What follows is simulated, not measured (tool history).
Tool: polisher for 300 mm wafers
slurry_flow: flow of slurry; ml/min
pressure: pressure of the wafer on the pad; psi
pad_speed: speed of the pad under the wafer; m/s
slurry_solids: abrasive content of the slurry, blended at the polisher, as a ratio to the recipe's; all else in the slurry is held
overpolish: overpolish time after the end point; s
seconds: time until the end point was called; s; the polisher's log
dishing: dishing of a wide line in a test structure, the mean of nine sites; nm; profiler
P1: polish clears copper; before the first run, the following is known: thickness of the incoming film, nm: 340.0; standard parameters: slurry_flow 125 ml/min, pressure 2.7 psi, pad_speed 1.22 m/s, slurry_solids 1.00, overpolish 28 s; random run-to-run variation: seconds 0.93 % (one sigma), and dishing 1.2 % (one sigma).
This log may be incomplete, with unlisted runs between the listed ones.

Run 1, hour 14.4: slurry_flow 125 ml/min, pressure 2.7 psi, pad_speed 1.22 m/s, slurry_solids 1.00, overpolish 28 s. Result: seconds 97.273 s, dishing 64.660 nm.
Run 2, hour 21.9: slurry_flow 125 ml/min, pressure 2.7 psi, pad_speed 1.22 m/s, slurry_solids 1.00, overpolish 28 s. Result: seconds 98.454 s, dishing 63.549 nm.
Run 3, hour 28.3: slurry_flow 125 ml/min, pressure 2.7 psi, pad_speed 1.22 m/s, slurry_solids 1.00, overpolish 28 s. Result: seconds 97.883 s, dishing 64.081 nm.
Run 4, hour 34.9: slurry_flow 125 ml/min, pressure 2.7 psi, pad_speed 1.22 m/s, slurry_solids 1.00, overpolish 28 s. Result: seconds 97.460 s, dishing 62.943 nm.
Run 5, hour 46.7: slurry_flow 125 ml/min, pressure 2.7 psi, pad_speed 1.22 m/s, slurry_solids 1.30, overpolish 28 s. Result: seconds 92.750 s, dishing 66.406 nm.
Run 6, hour 60.1: slurry_flow 125 ml/min, pressure 3.9 psi, pad_speed 1.22 m/s, slurry_solids 1.00, overpolish 28 s. Result: seconds 67.179 s, dishing 88.643 nm.
Run 7, hour 66.6: slurry_flow 125 ml/min, pressure 2.7 psi, pad_speed 1.22 m/s, slurry_solids 0.75, overpolish 28 s. Result: seconds 104.840 s, dishing 61.928 nm.
Run 8, hour 79.3: slurry_flow 125 ml/min, pressure 2.7 psi, pad_speed 1.22 m/s, slurry_solids 1.00, overpolish 8 s. Result: seconds 98.467 s, dishing 21.820 nm.
Run 9, hour 85.8: slurry_flow 200 ml/min, pressure 2.7 psi, pad_speed 1.22 m/s, slurry_solids 1.00, overpolish 28 s. Result: seconds 88.657 s, dishing 66.785 nm.
Run 10, hour 98.0: slurry_flow 125 ml/min, pressure 1.7 psi, pad_speed 1.22 m/s, slurry_solids 1.00, overpolish 28 s. Result: seconds 157.140 s, dishing 41.139 nm.
At hour 98.4: slurry blender recalibrated.
Run 11, hour 109.9: slurry_flow 125 ml/min, pressure 2.7 psi, pad_speed 1.22 m/s, slurry_solids 1.00, overpolish 28 s. Result: seconds 98.555 s, dishing 64.059 nm.
Run 12, hour 122.3: slurry_flow 125 ml/min, pressure 2.7 psi, pad_speed 1.22 m/s, slurry_solids 1.00, overpolish 40 s. Result: seconds 98.317 s, dishing 82.276 nm.
Run 13, hour 132.4: slurry_flow 75 ml/min, pressure 2.7 psi, pad_speed 1.22 m/s, slurry_solids 0.70, overpolish 28 s. Result: seconds 120.840 s, dishing 54.917 nm.
Run 14, hour 146.4: slurry_flow 125 ml/min, pressure 2.7 psi, pad_speed 1.78 m/s, slurry_solids 1.00, overpolish 28 s. Result: seconds 67.515 s, dishing 84.266 nm.
Run 15, hour 158.0: slurry_flow 175 ml/min, pressure 2.7 psi, pad_speed 0.70 m/s, slurry_solids 1.00, overpolish 28 s. Result: seconds 159.710 s, dishing 42.680 nm.
Run 16, hour 164.9: slurry_flow 125 ml/min, pressure 2.7 psi, pad_speed 0.54 m/s, slurry_solids 1.00, overpolish 28 s. Result: seconds 219.460 s, dishing 32.518 nm.
Run 17, hour 173.9: slurry_flow 180 ml/min, pressure 2.7 psi, pad_speed 1.22 m/s, slurry_solids 1.25, overpolish 28 s. Result: seconds 88.361 s, dishing 70.056 nm.
Run 18, hour 187.0: slurry_flow 125 ml/min, pressure 2.7 psi, pad_speed 1.22 m/s, slurry_solids 1.00, overpolish 28 s. Result: seconds 97.208 s, dishing 63.356 nm.
Run 19, hour 200.3: slurry_flow 75 ml/min, pressure 2.7 psi, pad_speed 1.22 m/s, slurry_solids 1.00, overpolish 28 s. Result: seconds 110.030 s, dishing 56.410 nm.
Run 20, hour 211.3: slurry_flow 125 ml/min, pressure 2.7 psi, pad_speed 1.22 m/s, slurry_solids 1.00, overpolish 28 s. Result: seconds 98.692 s, dishing 64.298 nm.
Run 21, hour 225.0: slurry_flow 125 ml/min, pressure 2.7 psi, pad_speed 1.22 m/s, slurry_solids 1.00, overpolish 28 s. Result: seconds 96.408 s, dishing 64.053 nm.
Run 22, hour 236.8: slurry_flow 125 ml/min, pressure 2.7 psi, pad_speed 1.22 m/s, slurry_solids 1.00, overpolish 28 s. Result: seconds 99.092 s, dishing 62.284 nm.
Run 23, hour 244.0: slurry_flow 125 ml/min, pressure 2.7 psi, pad_speed 1.22 m/s, slurry_solids 1.00, overpolish 28 s. Result: seconds 104.690 s, dishing 61.508 nm.
Run 24, hour 255.5: slurry_flow 125 ml/min, pressure 2.7 psi, pad_speed 1.22 m/s, slurry_solids 1.00, overpolish 28 s. Result: seconds 105.780 s, dishing 59.697 nm.
Run 25, hour 264.8: slurry_flow 125 ml/min, pressure 2.7 psi, pad_speed 1.22 m/s, slurry_solids 1.00, overpolish 28 s. Result: seconds 105.950 s, dishing 59.217 nm.
Run 26, hour 275.5: slurry_flow 125 ml/min, pressure 2.7 psi, pad_speed 1.22 m/s, slurry_solids 1.00, overpolish 28 s. Result: seconds 108.610 s, dishing 59.405 nm.
At hour 279.4: slurry blender recalibrated.
Run 27, hour 288.3: slurry_flow 125 ml/min, pressure 2.7 psi, pad_speed 1.22 m/s, slurry_solids 1.00, overpolish 28 s. Result: seconds 110.560 s, dishing 57.906 nm.
At hour 288.5: head pressure recalibrated.
Run 28, hour 296.0: slurry_flow 125 ml/min, pressure 2.7 psi, pad_speed 1.22 m/s, slurry_solids 1.00, overpolish 28 s. Result: seconds 108.950 s, dishing 59.143 nm.
Run 29, hour 305.8: slurry_flow 125 ml/min, pressure 2.7 psi, pad_speed 1.22 m/s, slurry_solids 1.00, overpolish 28 s. Result: seconds 110.350 s, dishing 58.857 nm.
Run 30, hour 312.3: slurry_flow 125 ml/min, pressure 2.7 psi, pad_speed 1.22 m/s, slurry_solids 1.00, overpolish 28 s. Result: seconds 108.410 s, dishing 57.840 nm.
Run 31, hour 321.6: slurry_flow 125 ml/min, pressure 2.7 psi, pad_speed 1.22 m/s, slurry_solids 1.00, overpolish 28 s. Result: seconds 108.020 s, dishing 58.835 nm.
Run 32, hour 328.1: slurry_flow 125 ml/min, pressure 2.7 psi, pad_speed 1.22 m/s, slurry_solids 1.00, overpolish 28 s. Result: seconds 111.170 s, dishing 58.859 nm.

Compared with where it was, what P1 gives has crept away. Each cause listed below fits the log as well as the rest, at the size given for it:
A: removal rate lost through wear of the pad, % = 10.9
B: slurry flow missing at the pad, % = 36.9
The creep began at about hour 225.0.
Excluded causes, each with its reason:
head's pressure below its setpoint, %: its service at hour 288.5 followed the start of the drift and did not put the process back to its old value
abrasive missing from the slurry, %: its service at hour 279.4 followed the start of the drift and did not put the process back to its old value

Of the 4 check runs below, each run on 5 wafers with the results averaged and each result still a question mark, which one would tell the listed causes apart?
Run check 1, hour 334.6: slurry_flow 125 ml/min, pressure 3.9 psi, pad_speed 1.22 m/s, slurry_solids 1.00, overpolish 28 s. Result: seconds ?, dishing ?.
Run check 2, hour 334.6: slurry_flow 125 ml/min, pressure 2.7 psi, pad_speed 1.54 m/s, slurry_solids 1.00, overpolish 8 s. Result: seconds ?, dishing ?.
Run check 3, hour 334.6: slurry_flow 125 ml/min, pressure 2.7 psi, pad_speed 0.64 m/s, slurry_solids 1.00, overpolish 28 s. Result: seconds ?, dishing ?.
Run check 4, hour 334.6: slurry_flow 185 ml/min, pressure 2.7 psi, pad_speed 1.22 m/s, slurry_solids 1.25, overpolish 28 s. Result: seconds ?, dishing ?.

Check results expected under each cause:
  check   result     if A     if B
check 1  seconds   76.121   76.125
check 1  dishing   80.205   80.202
check 2  seconds   87.106   87.110
check 2  dishing   24.029   24.028
check 3  seconds  209.600  209.610
check 3  dishing   33.766   33.764
check 4  seconds   97.984   94.681
check 4  dishing   63.920   65.635
Per-check spread between the two closest causes, in the result where they differ most: check 1 0.01 %; check 2 0.01 %; check 3 0.01 %; check 4 3.43 %
Only check 4 tells the causes apart: in the others they would give nearly the same result.

The results of check 4 are: seconds 94.266 s; dishing 66.097 nm. Based on these, which of the listed causes is it?

The cause is B: slurry flow missing at the pad, %.
